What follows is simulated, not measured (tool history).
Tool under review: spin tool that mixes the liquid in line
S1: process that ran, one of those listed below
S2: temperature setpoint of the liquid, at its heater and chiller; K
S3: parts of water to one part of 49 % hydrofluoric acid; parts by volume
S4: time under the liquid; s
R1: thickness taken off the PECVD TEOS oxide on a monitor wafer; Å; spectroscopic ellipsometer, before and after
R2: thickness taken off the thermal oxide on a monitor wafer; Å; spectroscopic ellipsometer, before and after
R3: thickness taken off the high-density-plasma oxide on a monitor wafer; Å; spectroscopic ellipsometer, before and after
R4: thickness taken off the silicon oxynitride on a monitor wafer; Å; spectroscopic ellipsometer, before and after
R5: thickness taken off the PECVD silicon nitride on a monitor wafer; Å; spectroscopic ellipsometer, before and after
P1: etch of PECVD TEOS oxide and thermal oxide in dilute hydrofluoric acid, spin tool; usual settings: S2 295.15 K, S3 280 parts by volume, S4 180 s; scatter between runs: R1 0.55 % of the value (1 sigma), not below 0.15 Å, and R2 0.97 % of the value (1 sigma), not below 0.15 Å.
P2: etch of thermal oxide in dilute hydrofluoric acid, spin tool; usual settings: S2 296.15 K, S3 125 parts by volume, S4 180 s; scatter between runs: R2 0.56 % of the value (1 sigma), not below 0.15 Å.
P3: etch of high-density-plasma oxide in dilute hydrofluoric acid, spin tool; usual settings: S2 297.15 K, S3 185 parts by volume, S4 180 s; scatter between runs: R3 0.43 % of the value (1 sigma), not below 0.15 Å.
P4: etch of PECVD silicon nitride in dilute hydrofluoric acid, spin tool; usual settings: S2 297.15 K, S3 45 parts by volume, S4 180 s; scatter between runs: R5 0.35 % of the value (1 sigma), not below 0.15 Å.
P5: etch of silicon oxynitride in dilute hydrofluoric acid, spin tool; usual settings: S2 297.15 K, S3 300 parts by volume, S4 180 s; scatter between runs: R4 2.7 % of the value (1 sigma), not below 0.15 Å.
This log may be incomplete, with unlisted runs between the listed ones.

run,hour,S1,S2,S3,S4,R1,R2,R3,R4,R5
1,6.9,P1,295.15,280,180,60.057,23.336,,,
2,21.4,P3,297.15,185,180,,,53.784,,
3,33.4,P1,295.15,280,300,98.641,38.928,,,
4,45.9,P1,295.15,135,180,142.89,56.132,,,
5,52.4,P5,297.15,60,180,,,,58.451,
6,65.6,P1,301.65,125,180,201.2,78.041,,,
7,77.2,P1,295.15,280,180,58.859,22.766,,,
8,88,P1,295.15,280,180,59.544,23.125,,,
9,98,P3,297.15,55,180,,,212.21,,
10,112.3,P5,297.15,300,180,,,,9.7072,
11,120.3,P4,293.15,45,180,,,,,151.44
12,134.7,P3,297.15,185,350,,,103.98,,
13,147.9,P2,296.15,225,180,,30.896,,,
14,160,P4,297.15,45,15,,,,,16.34
15,171.5,P1,295.15,485,180,29.075,11.531,,,
16,180.6,P5,304.15,300,180,,,,13.055,
17,195.1,P1,299.65,280,180,69.516,27.283,,,
18,204.5,P1,295.15,280,180,59.713,23.198,,,
19,217.5,P2,296.15,125,180,,61.938,,,
20,227,P5,297.15,300,180,,,,9.663,
21,240,P4,297.15,20,180,,,,,437.17
22,254,P1,295.15,280,180,59.326,23.122,,,
23,261,P1,290.15,280,180,49.352,19.115,,,
24,271.2,P3,302.65,185,180,,,65.709,,
25,285.6,P1,295.15,280,90,29.788,11.949,,,
26,296.7,P1,295.15,280,180,58.999,23.138,,,
27,307,P4,297.15,45,180,,,,,199.96
28,313.9,P2,296.15,125,75,,25.722,,,
29,322.4,P3,297.15,185,180,,,53.384,,
30,329.3,P2,303.65,125,180,,82.061,,,
31,339.7,P5,297.15,300,355,,,,18.614,
32,351.3,P1,295.15,280,180,60.081,23.334,,,
33,365.3,P1,295.15,280,180,58.481,22.157,,,
34,373.2,P1,295.15,280,180,58.45,22.45,,,
35,386.2,P1,295.15,280,180,57.505,22.497,,,
36,396.9,P1,295.15,280,180,57.065,22.118,,,
37,409.6,P1,295.15,280,180,56.27,21.86,,,
38,423.4,P1,295.15,280,180,56.611,22.196,,,
39,435.1,P1,295.15,280,180,56.477,22.149,,,
40,442.3,P1,295.15,280,180,56.148,22.041,,,
41,451.1,P1,295.15,280,180,56.601,21.997,,,

What P1 gives has crept away from where it was. These 2 causes fit the log equally well, each at the size given:
A: hydrofluoric acid flow below the setpoint (%) = 4.07
B: liquid colder than its thermometer reads (K) = 1.46
The drift started at roughly hour 351.3.

Each of the 4 check runs below uses one wafer; its results are left as question marks. Which run tells the causes apart?
check 1,459.9,P4,297.15,45,180,,,,,?
check 2,459.9,P2,296.15,125,180,,?,,,
check 3,459.9,P3,297.15,185,180,,,?,,
check 4,459.9,P5,297.15,300,180,,,,?,

How each check would come out, cause by cause:
check,result,if A,if B
check 1,R5,191.58,180.67
check 2,R2,58.794,58.201
check 3,R3,51.143,50.897
check 4,R4,9.2429,9.1308
Separation of the two closest causes in each check, using whichever result separates them best: check 1 5.86 %; check 2 1.01 %; check 3 0.48 %; check 4 1.22 %
Check 1 distinguishes between the causes, while the remaining checks would return nearly the same result for all of them.

Running check 1 produced the following: R5 192.2 Å. Which one of the listed causes fits?

Of the candidate causes, it is A: hydrofluoric acid flow below the setpoint (%).
